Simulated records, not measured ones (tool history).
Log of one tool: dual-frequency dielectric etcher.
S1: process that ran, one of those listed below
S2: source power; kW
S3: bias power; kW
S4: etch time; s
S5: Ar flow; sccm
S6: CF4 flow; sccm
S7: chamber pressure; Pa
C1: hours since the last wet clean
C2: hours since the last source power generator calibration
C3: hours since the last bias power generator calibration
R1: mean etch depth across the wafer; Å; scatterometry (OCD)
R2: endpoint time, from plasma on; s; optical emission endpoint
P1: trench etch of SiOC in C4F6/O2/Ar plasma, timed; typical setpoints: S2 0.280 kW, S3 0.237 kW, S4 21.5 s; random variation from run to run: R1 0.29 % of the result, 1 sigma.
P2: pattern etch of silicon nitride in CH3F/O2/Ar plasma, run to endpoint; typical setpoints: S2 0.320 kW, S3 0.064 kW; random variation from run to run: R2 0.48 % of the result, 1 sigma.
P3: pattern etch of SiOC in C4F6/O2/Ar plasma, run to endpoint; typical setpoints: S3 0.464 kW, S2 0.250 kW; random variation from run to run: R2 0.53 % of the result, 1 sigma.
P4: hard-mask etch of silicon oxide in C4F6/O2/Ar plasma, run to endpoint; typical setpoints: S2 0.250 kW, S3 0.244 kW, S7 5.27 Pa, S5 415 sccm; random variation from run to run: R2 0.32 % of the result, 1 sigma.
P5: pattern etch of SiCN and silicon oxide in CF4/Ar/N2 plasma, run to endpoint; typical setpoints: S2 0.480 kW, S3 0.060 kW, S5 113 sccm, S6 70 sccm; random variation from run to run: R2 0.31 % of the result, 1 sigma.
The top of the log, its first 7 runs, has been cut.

{"run": 8, "hour": 58.5, "S1": "P4", "S2": 0.16, "S3": 0.244, "S5": 415, "S7": 5.27, "C1": 124.1, "C2": 514.8, "C3": 1179.9, "R2": 95.56}
{"run": 9, "hour": 63.3, "S1": "P1", "S2": 0.28, "S3": 0.237, "S4": 21.5, "C1": 128.9, "C2": 519.6, "C3": 1184.7, "R1": 446.13}
{"run": 10, "hour": 73.7, "S1": "P5", "S2": 0.48, "S3": 0.06, "S5": 113, "S6": 70, "C1": 139.3, "C2": 530.0, "C3": 1195.1, "R2": 11.596}
{"run": 11, "hour": 80.1, "S1": "P1", "S2": 0.28, "S3": 0.237, "S4": 21.5, "C1": 145.7, "C2": 536.4, "C3": 1201.5, "R1": 445.95}
{"run": 12, "hour": 85.1, "S1": "P1", "S2": 0.2, "S3": 0.313, "S4": 21.5, "C1": 150.7, "C2": 541.4, "C3": 1206.5, "R1": 434.69}
{"run": 13, "hour": 91.2, "S1": "P1", "S2": 0.28, "S3": 0.237, "S4": 12.0, "C1": 156.8, "C2": 547.5, "C3": 1212.6, "R1": 249.17}
{"run": 14, "hour": 100.5, "S1": "P3", "S2": 0.25, "S3": 0.464, "C1": 166.1, "C2": 556.8, "C3": 1221.9, "R2": 15.606}
{"run": 15, "hour": 110.8, "S1": "P4", "S2": 0.25, "S3": 0.244, "S5": 415, "S7": 5.27, "C1": 176.4, "C2": 567.1, "C3": 1232.2, "R2": 80.233}
{"run": 16, "hour": 118.9, "S1": "P1", "S2": 0.28, "S3": 0.237, "S4": 21.5, "C1": 184.5, "C2": 575.2, "C3": 1240.3, "R1": 445.15}
{"run": 17, "hour": 126.1, "S1": "P2", "S2": 0.32, "S3": 0.039, "C1": 191.7, "C2": 582.4, "C3": 1247.5, "R2": 52.078}
{"run": 18, "hour": 131.1, "S1": "P1", "S2": 0.28, "S3": 0.237, "S4": 21.5, "C1": 196.7, "C2": 587.4, "C3": 1252.5, "R1": 445.97}
{"run": 19, "hour": 140.9, "S1": "P5", "S2": 0.48, "S3": 0.06, "S5": 135, "S6": 70, "C1": 206.5, "C2": 597.2, "C3": 1262.3, "R2": 11.932}
{"run": 20, "hour": 150.0, "S1": "P1", "S2": 0.28, "S3": 0.237, "S4": 28.5, "C1": 215.6, "C2": 606.3, "C3": 1271.4, "R1": 590.31}
{"run": 21, "hour": 156.2, "S1": "P1", "S2": 0.28, "S3": 0.151, "S4": 21.5, "C1": 221.8, "C2": 612.5, "C3": 1277.6, "R1": 384.33}
{"hour": 160.5, "done": "bias power generator calibrated"}
{"run": 22, "hour": 163.0, "S1": "P1", "S2": 0.28, "S3": 0.237, "S4": 21.5, "C1": 228.6, "C2": 619.3, "C3": 2.5, "R1": 443.88}
{"hour": 167.7, "done": "wet clean of the chamber"}
{"run": 23, "hour": 172.5, "S1": "P4", "S2": 0.25, "S3": 0.148, "S5": 415, "S7": 5.27, "C1": 4.9, "C2": 628.8, "C3": 12.0, "R2": 94.82}
{"run": 24, "hour": 180.5, "S1": "P1", "S2": 0.37, "S3": 0.237, "S4": 21.5, "C1": 12.9, "C2": 636.8, "C3": 20.0, "R1": 494.97}
{"run": 25, "hour": 189.7, "S1": "P4", "S2": 0.25, "S3": 0.244, "S5": 415, "S7": 7.2, "C1": 22.1, "C2": 646.0, "C3": 29.2, "R2": 83.537}
{"run": 26, "hour": 196.8, "S1": "P5", "S2": 0.48, "S3": 0.06, "S5": 113, "S6": 89, "C1": 29.2, "C2": 653.1, "C3": 36.3, "R2": 11.088}
{"run": 27, "hour": 205.6, "S1": "P2", "S2": 0.32, "S3": 0.064, "C1": 38.0, "C2": 661.9, "C3": 45.1, "R2": 44.428}
{"run": 28, "hour": 211.0, "S1": "P3", "S2": 0.34, "S3": 0.464, "C1": 43.4, "C2": 667.3, "C3": 50.5, "R2": 13.833}
{"run": 29, "hour": 220.8, "S1": "P2", "S2": 0.22, "S3": 0.064, "C1": 53.2, "C2": 677.1, "C3": 60.3, "R2": 50.954}
{"run": 30, "hour": 227.1, "S1": "P5", "S2": 0.48, "S3": 0.043, "S5": 113, "S6": 70, "C1": 59.5, "C2": 683.4, "C3": 66.6, "R2": 12.837}
{"run": 31, "hour": 236.7, "S1": "P1", "S2": 0.28, "S3": 0.237, "S4": 21.5, "C1": 69.1, "C2": 693.0, "C3": 76.2, "R1": 448.12}

Predict the results of run 32:
{"run": 32, "hour": 247.5, "S1": "P4", "S2": 0.25, "S3": 0.244, "S5": 314, "S7": 5.27, "C1": 79.9, "C2": 703.8, "C3": 87.0, "R2": "?"}

{"run 32": {"R2": 78.262}}
